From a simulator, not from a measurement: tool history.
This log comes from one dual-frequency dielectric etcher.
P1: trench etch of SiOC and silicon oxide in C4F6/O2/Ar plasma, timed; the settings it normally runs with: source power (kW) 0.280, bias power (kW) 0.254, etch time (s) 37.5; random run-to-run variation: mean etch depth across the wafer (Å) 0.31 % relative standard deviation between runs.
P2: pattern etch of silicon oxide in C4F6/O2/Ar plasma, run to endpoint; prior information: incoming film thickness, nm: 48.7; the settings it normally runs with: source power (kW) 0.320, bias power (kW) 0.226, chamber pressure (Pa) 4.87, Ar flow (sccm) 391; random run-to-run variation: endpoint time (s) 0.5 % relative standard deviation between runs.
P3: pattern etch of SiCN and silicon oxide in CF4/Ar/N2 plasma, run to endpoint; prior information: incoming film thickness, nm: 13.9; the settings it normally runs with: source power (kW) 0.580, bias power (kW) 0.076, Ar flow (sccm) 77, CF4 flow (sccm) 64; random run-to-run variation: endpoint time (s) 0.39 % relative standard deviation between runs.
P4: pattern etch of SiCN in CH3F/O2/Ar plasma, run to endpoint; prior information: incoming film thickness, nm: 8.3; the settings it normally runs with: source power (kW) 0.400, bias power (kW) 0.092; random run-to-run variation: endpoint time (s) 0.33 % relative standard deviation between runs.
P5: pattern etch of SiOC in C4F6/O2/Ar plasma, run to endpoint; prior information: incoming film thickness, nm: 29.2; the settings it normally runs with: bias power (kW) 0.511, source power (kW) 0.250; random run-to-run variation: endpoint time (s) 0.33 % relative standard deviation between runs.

run,day,process that ran,source power (kW),bias power (kW),etch time (s),chamber pressure (Pa),Ar flow (sccm),CF4 flow (sccm),mean etch depth across the wafer (Å),endpoint time (s)
1,0.725,P1,0.280,0.254,37.5,,,,695.33,
2,1.458,P5,0.250,0.323,,,,,,13.336
3,2.029,P4,0.400,0.092,,,,,,20.117
4,2.762,P1,0.280,0.254,52.5,,,,977.76,
5,3.192,P2,0.320,0.226,,4.87,391,,,16.090
6,3.554,P3,0.580,0.090,,,77,64,,11.960
7,3.896,P2,0.320,0.226,,6.60,391,,,16.901
8,4.608,P1,0.360,0.254,37.5,,,,767.45,
9,5.246,P1,0.280,0.307,37.5,,,,742.48,
10,5.946,P3,0.730,0.076,,,77,64,,10.292
11,6.333,P2,0.320,0.307,,4.87,391,,,14.660
12,6.946,P5,0.330,0.511,,,,,,10.193
13,7.333,P3,0.580,0.076,,,77,64,,12.558
14,7.725,P1,0.280,0.254,37.5,,,,700.21,
15,8.312,P5,0.250,0.511,,,,,,11.286
16,8.788,P4,0.510,0.092,,,,,,18.415
17,9.288,P4,0.400,0.092,,,,,,20.205
18,9.908,P1,0.280,0.254,37.5,,,,696.21,
19,10.367,P3,0.580,0.076,,,46,64,,11.761
20,10.708,P1,0.190,0.164,37.5,,,,517.14,
21,11.200,P2,0.320,0.226,,4.87,468,,,16.655
22,11.804,P4,0.400,0.055,,,,,,24.035
23,12.362,P1,0.180,0.254,37.5,,,,590.21,
24,13.071,P1,0.280,0.179,37.5,,,,618.50,
25,13.529,P2,0.220,0.226,,4.87,391,,,18.780

The next listed run, before its measurement:
26,13.892,P5,0.250,0.511,,,,,,?

{"run 26": {"endpoint time (s)": 11.255}}

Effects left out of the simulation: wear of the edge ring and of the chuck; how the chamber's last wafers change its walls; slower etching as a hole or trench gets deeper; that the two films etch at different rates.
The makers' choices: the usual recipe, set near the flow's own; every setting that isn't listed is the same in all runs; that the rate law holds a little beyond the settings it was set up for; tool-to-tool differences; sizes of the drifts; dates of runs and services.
